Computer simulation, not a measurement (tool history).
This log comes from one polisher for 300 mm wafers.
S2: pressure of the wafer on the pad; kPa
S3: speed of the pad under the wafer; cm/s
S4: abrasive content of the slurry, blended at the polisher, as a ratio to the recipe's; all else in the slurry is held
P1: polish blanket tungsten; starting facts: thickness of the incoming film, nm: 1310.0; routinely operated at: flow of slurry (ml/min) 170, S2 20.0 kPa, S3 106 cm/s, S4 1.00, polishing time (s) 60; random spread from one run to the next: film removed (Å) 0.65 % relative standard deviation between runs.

Run 1, hour 3.2: flow of slurry (ml/min) 170, S2 20.0 kPa, S3 106 cm/s, S4 1.00, polishing time (s) 60. Result: film removed (Å) 2715.6.
Run 2, hour 6.5: flow of slurry (ml/min) 170, S2 20.0 kPa, S3 48 cm/s, S4 1.00, polishing time (s) 60. Result: film removed (Å) 1228.8.
Run 3, hour 9.0: flow of slurry (ml/min) 170, S2 27.6 kPa, S3 106 cm/s, S4 1.00, polishing time (s) 60. Result: film removed (Å) 3741.8.
Run 4, hour 11.8: flow of slurry (ml/min) 245, S2 20.0 kPa, S3 106 cm/s, S4 0.75, polishing time (s) 60. Result: film removed (Å) 2658.0.
Run 5, hour 13.9: flow of slurry (ml/min) 170, S2 20.0 kPa, S3 106 cm/s, S4 1.00, polishing time (s) 60. Result: film removed (Å) 2741.4.
Run 6, hour 17.1: flow of slurry (ml/min) 265, S2 20.0 kPa, S3 106 cm/s, S4 1.00, polishing time (s) 60. Result: film removed (Å) 2816.7.
Run 7, hour 21.4: flow of slurry (ml/min) 170, S2 20.0 kPa, S3 106 cm/s, S4 1.30, polishing time (s) 60. Result: film removed (Å) 2874.2.
Run 8, hour 24.2: flow of slurry (ml/min) 100, S2 20.0 kPa, S3 106 cm/s, S4 1.30, polishing time (s) 60. Result: film removed (Å) 2572.6.
Run 9, hour 26.6: flow of slurry (ml/min) 170, S2 20.0 kPa, S3 160 cm/s, S4 1.40, polishing time (s) 60. Result: film removed (Å) 4445.7.
Run 10, hour 28.7: flow of slurry (ml/min) 170, S2 20.0 kPa, S3 160 cm/s, S4 1.00, polishing time (s) 60. Result: film removed (Å) 4063.2.
Run 11, hour 31.4: flow of slurry (ml/min) 170, S2 20.0 kPa, S3 106 cm/s, S4 0.65, polishing time (s) 60. Result: film removed (Å) 2432.1.
Run 12, hour 34.0: flow of slurry (ml/min) 120, S2 20.0 kPa, S3 106 cm/s, S4 1.00, polishing time (s) 60. Result: film removed (Å) 2558.2.
Run 13, hour 36.8: flow of slurry (ml/min) 170, S2 20.0 kPa, S3 106 cm/s, S4 1.00, polishing time (s) 92. Result: film removed (Å) 4174.3.
At hour 36.9: head pressure recalibrated.
Run 14, hour 39.2: flow of slurry (ml/min) 170, S2 9.0 kPa, S3 106 cm/s, S4 1.00, polishing time (s) 60. Result: film removed (Å) 1217.3.
Run 15, hour 42.1: flow of slurry (ml/min) 170, S2 20.0 kPa, S3 106 cm/s, S4 1.00, polishing time (s) 60. Result: film removed (Å) 2691.6.
Run 16, hour 45.7: flow of slurry (ml/min) 170, S2 20.0 kPa, S3 106 cm/s, S4 1.00, polishing time (s) 35. Result: film removed (Å) 1575.1.
Run 17, hour 49.1: flow of slurry (ml/min) 170, S2 20.0 kPa, S3 106 cm/s, S4 1.00, polishing time (s) 60. Result: film removed (Å) 2712.7.
Run 18, hour 52.3: flow of slurry (ml/min) 170, S2 20.0 kPa, S3 106 cm/s, S4 1.00, polishing time (s) 60. Result: film removed (Å) 2720.1.
Run 19, hour 54.7: flow of slurry (ml/min) 170, S2 20.0 kPa, S3 106 cm/s, S4 1.00, polishing time (s) 60. Result: film removed (Å) 2663.8.
Run 20, hour 58.6: flow of slurry (ml/min) 170, S2 20.0 kPa, S3 106 cm/s, S4 1.00, polishing time (s) 60. Result: film removed (Å) 2639.9.
Run 21, hour 60.9: flow of slurry (ml/min) 170, S2 20.0 kPa, S3 106 cm/s, S4 1.00, polishing time (s) 60. Result: film removed (Å) 2566.5.
Run 22, hour 64.7: flow of slurry (ml/min) 170, S2 20.0 kPa, S3 106 cm/s, S4 1.00, polishing time (s) 60. Result: film removed (Å) 2572.8.
At hour 67.3: head pressure recalibrated.
Run 23, hour 68.2: flow of slurry (ml/min) 170, S2 20.0 kPa, S3 106 cm/s, S4 1.00, polishing time (s) 60. Result: film removed (Å) 2539.9.
At hour 68.5: slurry tank refilled with fresh slurry and peroxide.
Run 24, hour 72.4: flow of slurry (ml/min) 170, S2 20.0 kPa, S3 106 cm/s, S4 1.00, polishing time (s) 60. Result: film removed (Å) 2532.5.
At hour 73.8: worn pad replaced by a new one.
Run 25, hour 76.5: flow of slurry (ml/min) 170, S2 20.0 kPa, S3 106 cm/s, S4 1.00, polishing time (s) 60. Result: film removed (Å) 2492.5.
Run 26, hour 80.7: flow of slurry (ml/min) 170, S2 20.0 kPa, S3 106 cm/s, S4 1.00, polishing time (s) 60. Result: film removed (Å) 2486.9.
Run 27, hour 82.7: flow of slurry (ml/min) 170, S2 20.0 kPa, S3 106 cm/s, S4 1.00, polishing time (s) 60. Result: film removed (Å) 2486.0.
Run 28, hour 85.2: flow of slurry (ml/min) 170, S2 20.0 kPa, S3 106 cm/s, S4 1.00, polishing time (s) 60. Result: film removed (Å) 2525.6.
Run 29, hour 89.3: flow of slurry (ml/min) 170, S2 20.0 kPa, S3 106 cm/s, S4 1.00, polishing time (s) 60. Result: film removed (Å) 2496.5.

What P1 gives has crept off from where it sat before. The 2 causes that follow fit the log equally well, each at the size noted:
A: abrasive missing from the slurry, % = 29.9
B: slurry flow missing at the pad, % = 35.3
The gradual shift began around hour 52.3.
Every other cause this tool's parts could produce, and why it does not fit the log:
removal rate lost through wear of the pad, %: maintenance at hour 73.8, after the shift began, did not return the process to its former output
head's pressure below its setpoint, %: maintenance at hour 67.3, after the shift began, did not return the process to its former output
peroxide lost from the slurry, %: maintenance at hour 68.5, after the shift began, did not return the process to its former output

Of the 4 check runs below, each run on 3 wafers with the results averaged and each result still a question mark, which one would tell the listed causes apart?
Run check 1, hour 93.4: flow of slurry (ml/min) 170, S2 20.0 kPa, S3 158 cm/s, S4 1.00, polishing time (s) 88. Result: film removed (Å) ?.
Run check 2, hour 93.4: flow of slurry (ml/min) 170, S2 20.0 kPa, S3 138 cm/s, S4 1.00, polishing time (s) 60. Result: film removed (Å) ?.
Run check 3, hour 93.4: flow of slurry (ml/min) 170, S2 20.0 kPa, S3 50 cm/s, S4 1.00, polishing time (s) 83. Result: film removed (Å) ?.
Run check 4, hour 93.4: flow of slurry (ml/min) 260, S2 20.0 kPa, S3 140 cm/s, S4 1.00, polishing time (s) 60. Result: film removed (Å) ?.

Predicted outcomes, by check and by cause:
  check            result    if A    if B
check 1  film removed (Å)  5449.9  5449.1
check 2  film removed (Å)  3245.5  3245.0
check 3  film removed (Å)  1626.7  1626.4
check 4  film removed (Å)  3475.6  3570.0
How far apart the two closest causes lie, in the result that separates them most: check 1 0.01 %; check 2 0.01 %; check 3 0.01 %; check 4 2.68 %
Only check 4 tells the causes apart: in the others they would give nearly the same result.

Here is what check 4 returned: film removed (Å) 3463.3. Which cause is it?

It was cause A: abrasive missing from the slurry, %.
